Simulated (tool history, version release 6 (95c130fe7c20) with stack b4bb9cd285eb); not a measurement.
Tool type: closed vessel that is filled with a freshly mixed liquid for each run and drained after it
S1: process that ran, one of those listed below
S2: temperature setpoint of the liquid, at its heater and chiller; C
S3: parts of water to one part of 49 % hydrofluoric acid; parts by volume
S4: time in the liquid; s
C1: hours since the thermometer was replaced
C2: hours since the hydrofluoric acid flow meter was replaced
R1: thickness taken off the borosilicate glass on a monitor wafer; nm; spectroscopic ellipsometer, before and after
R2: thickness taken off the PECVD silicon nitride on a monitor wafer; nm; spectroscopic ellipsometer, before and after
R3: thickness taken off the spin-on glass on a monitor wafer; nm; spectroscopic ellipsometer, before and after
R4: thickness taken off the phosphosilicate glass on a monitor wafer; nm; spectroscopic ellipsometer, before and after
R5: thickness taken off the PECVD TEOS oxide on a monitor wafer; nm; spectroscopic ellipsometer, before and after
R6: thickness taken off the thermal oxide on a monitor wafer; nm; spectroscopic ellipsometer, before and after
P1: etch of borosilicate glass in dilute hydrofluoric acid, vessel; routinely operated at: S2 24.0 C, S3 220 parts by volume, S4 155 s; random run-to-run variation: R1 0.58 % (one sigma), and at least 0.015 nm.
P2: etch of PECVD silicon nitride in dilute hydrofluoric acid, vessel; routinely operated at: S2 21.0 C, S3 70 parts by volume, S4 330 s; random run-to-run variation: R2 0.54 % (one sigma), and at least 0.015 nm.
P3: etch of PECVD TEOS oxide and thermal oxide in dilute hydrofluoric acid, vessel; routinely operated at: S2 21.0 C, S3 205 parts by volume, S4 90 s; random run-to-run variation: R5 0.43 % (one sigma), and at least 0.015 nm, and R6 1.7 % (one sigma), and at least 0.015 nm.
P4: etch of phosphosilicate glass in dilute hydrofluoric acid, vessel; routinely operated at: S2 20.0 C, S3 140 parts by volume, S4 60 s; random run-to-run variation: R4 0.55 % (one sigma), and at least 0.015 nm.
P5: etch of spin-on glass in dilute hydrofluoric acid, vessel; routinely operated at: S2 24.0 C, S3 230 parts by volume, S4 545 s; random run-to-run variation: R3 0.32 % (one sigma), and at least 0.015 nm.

run 1 day=0.642 | S1=P1 S2=24.0 S3=220 S4=155 | C1=904.6 C2=221.2 | R1=24.020
run 2 day=1.271 | S1=P2 S2=21.0 S3=20 S4=330 | C1=919.7 C2=236.3 | R2=21.85000
run 3 day=1.988 | S1=P5 S2=24.0 S3=230 S4=240 | C1=936.9 C2=253.5 | R3=25.012
run 4 day=2.362 | S1=P2 S2=21.0 S3=70 S4=30 | C1=945.9 C2=262.5 | R2=0.56568
run 5 day=2.892 | S1=P5 S2=17.0 S3=230 S4=545 | C1=958.6 C2=275.2 | R3=43.373
run 6 day=3.429 | S1=P1 S2=20.5 S3=220 S4=155 | C1=971.5 C2=288.1 | R1=21.353
run 7 day=3.933 | S1=P1 S2=24.0 S3=220 S4=65 | C1=983.6 C2=300.2 | R1=10.119
run 8 day=4.354 | S1=P1 S2=17.5 S3=360 S4=155 | C1=993.7 C2=310.3 | R1=10.275
run 9 day=5.146 | S1=P1 S2=24.0 S3=220 S4=155 | C1=1012.7 C2=329.3 | R1=23.930
run 10 day=5.571 | S1=P1 S2=24.0 S3=220 S4=310 | C1=1022.9 C2=339.5 | R1=48.189
run 11 day=6.029 | S1=P5 S2=24.0 S3=230 S4=545 | C1=1033.9 C2=350.5 | R3=56.561
run 12 day=6.625 | S1=P4 S2=20.0 S3=140 S4=110 | C1=1048.2 C2=364.8 | R4=115.070
run 13 day=7.075 | S1=P1 S2=24.0 S3=220 S4=155 | C1=1059.0 C2=375.6 | R1=24.303
run 14 day=7.562 | S1=P4 S2=17.0 S3=140 S4=60 | C1=1070.7 C2=387.3 | R4=55.265
run 15 day=8.196 | S1=P1 S2=24.0 S3=330 S4=155 | C1=1085.9 C2=402.5 | R1=14.334
run 16 day=8.867 | S1=P1 S2=24.0 S3=95 S4=155 | C1=1102.0 C2=418.6 | R1=63.884
run 17 day=9.496 | S1=P4 S2=20.0 S3=250 S4=60 | C1=1117.1 C2=433.7 | R4=31.585
run 18 day=10.296 | S1=P1 S2=24.0 S3=220 S4=155 | C1=1136.3 C2=452.9 | R1=23.931
run 19 day=11.046 | S1=P1 S2=24.0 S3=220 S4=155 | C1=1154.3 C2=470.9 | R1=23.903
run 20 day=11.733 | S1=P4 S2=20.0 S3=140 S4=60 | C1=1170.8 C2=487.4 | R4=62.323
run 21 day=12.517 | S1=P3 S2=21.0 S3=205 S4=30 | C1=1189.6 C2=506.2 | R5=1.8906 R6=0.55286
run 22 day=12.954 | S1=P2 S2=21.0 S3=70 S4=330 | C1=1200.1 C2=516.7 | R2=6.62770
run 23 day=13.496 | S1=P5 S2=24.0 S3=390 S4=545 | C1=1213.1 C2=529.7 | R3=28.494

Run 24 comes next. What will it give?
-- day=13.579 hydrofluoric acid flow meter replaced
run 24 day=13.996 | S1=P2 S2=27.0 S3=70 S4=330 | C1=1225.1 C2=10.1 | R2=?

Run 24 came out at R2 9.75210 nm.
